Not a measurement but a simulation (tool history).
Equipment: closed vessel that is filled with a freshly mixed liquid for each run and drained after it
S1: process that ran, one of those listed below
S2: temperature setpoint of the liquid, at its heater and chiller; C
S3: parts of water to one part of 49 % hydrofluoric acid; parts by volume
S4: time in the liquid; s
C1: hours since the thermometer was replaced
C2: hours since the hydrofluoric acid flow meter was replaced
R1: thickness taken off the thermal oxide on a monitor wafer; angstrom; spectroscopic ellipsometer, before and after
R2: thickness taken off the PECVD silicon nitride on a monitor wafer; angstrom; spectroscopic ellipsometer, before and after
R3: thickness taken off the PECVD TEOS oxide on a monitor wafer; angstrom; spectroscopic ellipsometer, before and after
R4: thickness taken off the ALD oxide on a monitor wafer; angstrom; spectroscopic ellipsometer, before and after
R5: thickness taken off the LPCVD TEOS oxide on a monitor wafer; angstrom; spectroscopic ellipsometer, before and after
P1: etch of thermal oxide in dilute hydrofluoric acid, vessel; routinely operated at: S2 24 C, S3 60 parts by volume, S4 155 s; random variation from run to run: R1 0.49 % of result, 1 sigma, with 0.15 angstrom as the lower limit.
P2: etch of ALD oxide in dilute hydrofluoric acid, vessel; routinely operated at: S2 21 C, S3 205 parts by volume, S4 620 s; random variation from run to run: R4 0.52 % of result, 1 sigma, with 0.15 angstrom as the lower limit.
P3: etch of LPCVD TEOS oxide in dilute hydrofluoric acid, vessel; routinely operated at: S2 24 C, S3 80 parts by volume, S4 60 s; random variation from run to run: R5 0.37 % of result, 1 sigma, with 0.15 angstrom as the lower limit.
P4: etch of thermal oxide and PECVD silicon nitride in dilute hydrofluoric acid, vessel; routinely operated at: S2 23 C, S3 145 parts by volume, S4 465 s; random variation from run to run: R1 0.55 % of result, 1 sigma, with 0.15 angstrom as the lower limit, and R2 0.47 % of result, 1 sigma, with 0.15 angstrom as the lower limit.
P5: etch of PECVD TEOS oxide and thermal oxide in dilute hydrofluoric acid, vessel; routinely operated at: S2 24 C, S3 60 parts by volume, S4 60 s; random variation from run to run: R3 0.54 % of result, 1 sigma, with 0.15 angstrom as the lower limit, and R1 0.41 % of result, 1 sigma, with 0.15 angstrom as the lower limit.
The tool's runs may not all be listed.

run 1 hour=3 | S1=P1 S2=24 S3=60 S4=155 | C1=1254.2 C2=272.8 | R1=123.58
run 2 hour=6.7 | S1=P4 S2=23 S3=45 S4=465 | C1=1257.9 C2=276.5 | R1=528.84 R2=217.66
run 3 hour=10.9 | S1=P5 S2=17 S3=60 S4=60 | C1=1262.1 C2=280.7 | R1=39.593 R3=85.873
run 4 hour=13.8 | S1=P1 S2=24 S3=60 S4=255 | C1=1265 C2=283.6 | R1=204.55
run 5 hour=16.8 | S1=P2 S2=21 S3=315 S4=620 | C1=1268 C2=286.6 | R4=153.46
run 6 hour=21.8 | S1=P4 S2=23 S3=145 S4=175 | C1=1273 C2=291.6 | R1=54.135 R2=25.998
run 7 hour=25.4 | S1=P5 S2=24 S3=60 S4=30 | C1=1276.6 C2=295.2 | R1=26.478 R3=57.04
run 8 hour=29.5 | S1=P3 S2=18 S3=80 S4=60 | C1=1280.7 C2=299.3 | R5=130.01
run 9 hour=33.6 | S1=P1 S2=24 S3=20 S4=155 | C1=1284.8 C2=303.4 | R1=393.63
run 10 hour=38.8 | S1=P1 S2=24 S3=60 S4=75 | C1=1290 C2=308.6 | R1=60.168
run 11 hour=42 | S1=P3 S2=24 S3=80 S4=115 | C1=1293.2 C2=311.8 | R5=319.14
run 12 hour=44.9 | S1=P5 S2=24 S3=60 S4=60 | C1=1296.1 C2=314.7 | R1=52.813 R3=114.72
run 13 hour=50.8 | S1=P5 S2=24 S3=60 S4=60 | C1=1302 C2=320.6 | R1=52.972 R3=115.35
run 14 hour=55.8 | S1=P1 S2=24 S3=85 S4=155 | C1=1307 C2=325.6 | R1=84.754
run 15 hour=60.6 | S1=P2 S2=21 S3=205 S4=620 | C1=1311.8 C2=330.4 | R4=260.17
run 16 hour=64.5 | S1=P1 S2=24 S3=60 S4=155 | C1=1315.7 C2=334.3 | R1=123.4
run 17 hour=67.4 | S1=P1 S2=17.5 S3=60 S4=285 | C1=1318.6 C2=337.2 | R1=172.78
run 18 hour=70.6 | S1=P5 S2=24 S3=30 S4=60 | C1=1321.8 C2=340.4 | R1=111.6 R3=241.75
run 19 hour=73.5 | S1=P4 S2=29.5 S3=145 S4=465 | C1=1324.7 C2=343.3 | R1=184.85 R2=104.28
run 20 hour=79.5 | S1=P1 S2=31 S3=60 S4=155 | C1=1330.7 C2=349.3 | R1=164
run 21 hour=85 | S1=P2 S2=21 S3=205 S4=1235 | C1=1336.2 C2=354.8 | R4=518.67
run 22 hour=87.9 | S1=P4 S2=23 S3=145 S4=465 | C1=1339.1 C2=357.7 | R1=144.1 R2=69.241
run 23 hour=92.1 | S1=P4 S2=23 S3=145 S4=465 | C1=1343.3 C2=361.9 | R1=144.05 R2=69.334
run 24 hour=95.9 | S1=P3 S2=24 S3=80 S4=60 | C1=1347.1 C2=365.7 | R5=167.14
run 25 hour=102.4 | S1=P1 S2=24 S3=60 S4=155 | C1=1353.6 C2=372.2 | R1=123.97
run 26 hour=106.4 | S1=P3 S2=24 S3=45 S4=60 | C1=1357.6 C2=376.2 | R5=310.66
run 27 hour=110.6 | S1=P1 S2=24 S3=60 S4=155 | C1=1361.8 C2=380.4 | R1=125.07
run 28 hour=113.8 | S1=P2 S2=17 S3=205 S4=620 | C1=1365 C2=383.6 | R4=222
run 29 hour=118.6 | S1=P1 S2=17.5 S3=60 S4=155 | C1=1369.8 C2=388.4 | R1=94.364
run 30 hour=125 | S1=P1 S2=24 S3=60 S4=155 | C1=1376.2 C2=394.8 | R1=124.19
run 31 hour=130.2 | S1=P1 S2=24 S3=60 S4=155 | C1=1381.4 C2=400 | R1=120.46
run 32 hour=134.9 | S1=P1 S2=24 S3=60 S4=155 | C1=1386.1 C2=404.7 | R1=119.28
run 33 hour=139.6 | S1=P1 S2=24 S3=60 S4=155 | C1=1390.8 C2=409.4 | R1=116.73
run 34 hour=146.1 | S1=P1 S2=24 S3=60 S4=155 | C1=1397.3 C2=415.9 | R1=114.24
run 35 hour=149.1 | S1=P1 S2=24 S3=60 S4=155 | C1=1400.3 C2=418.9 | R1=114.54
run 36 hour=152.2 | S1=P1 S2=24 S3=60 S4=155 | C1=1403.4 C2=422 | R1=113.67
run 37 hour=158 | S1=P1 S2=24 S3=60 S4=155 | C1=1409.2 C2=427.8 | R1=114.84
run 38 hour=162.2 | S1=P1 S2=24 S3=60 S4=155 | C1=1413.4 C2=432 | R1=113.28
run 39 hour=166.7 | S1=P1 S2=24 S3=60 S4=155 | C1=1417.9 C2=436.5 | R1=112.94
run 40 hour=171.3 | S1=P1 S2=24 S3=60 S4=155 | C1=1422.5 C2=441.1 | R1=114.08
run 41 hour=177.7 | S1=P1 S2=24 S3=60 S4=155 | C1=1428.9 C2=447.5 | R1=113.54

Something has made what P1 gives creep away from where it was; the 2 causes below, each at its own stated size, fit the log equally well:
A: hydrofluoric acid flow below the setpoint (%) = 7.95
B: liquid colder than its thermometer reads (K) = 2.18
Creep in the process output first set in at about hour 125.

Each of the 4 check runs below uses one wafer; its results are left as question marks. Which run tells the causes apart?
run check 1 hour=184.1 | S1=P3 S2=24 S3=50 S4=105 | R5=?
run check 2 hour=184.1 | S1=P4 S2=26.5 S3=145 S4=185 | R1=? R2=?
run check 3 hour=184.1 | S1=P5 S2=17 S3=60 S4=35 | R1=? R3=?
run check 4 hour=184.1 | S1=P2 S2=17 S3=205 S4=620 | R4=?

Predicted outcomes, by check and by cause:
check=check_1 result=R5 if_A=444.14 if_B=443.3
check=check_2 result=R1 if_A=59.733 if_B=60.666
check=check_2 result=R2 if_A=31.792 if_B=30.048
check=check_3 result=R1 if_A=21.155 if_B=21.017
check=check_3 result=R3 if_A=46.049 if_B=45.749
check=check_4 result=R4 if_A=201.76 if_B=204.01
Smallest distance between any two causes, each pair judged by its most separating result, in per cent: check 1 0.19 %; check 2 5.64 %; check 3 0.65 %; check 4 1.11 %
The causes can be told apart only by check 2. The other checks would give nearly the same results under each of them.

Check 2 was carried out, with these results: R1 60.796 angstrom; R2 29.907 angstrom. Which of the listed causes is responsible?

Of the candidate causes, it is B: liquid colder than its thermometer reads (K).
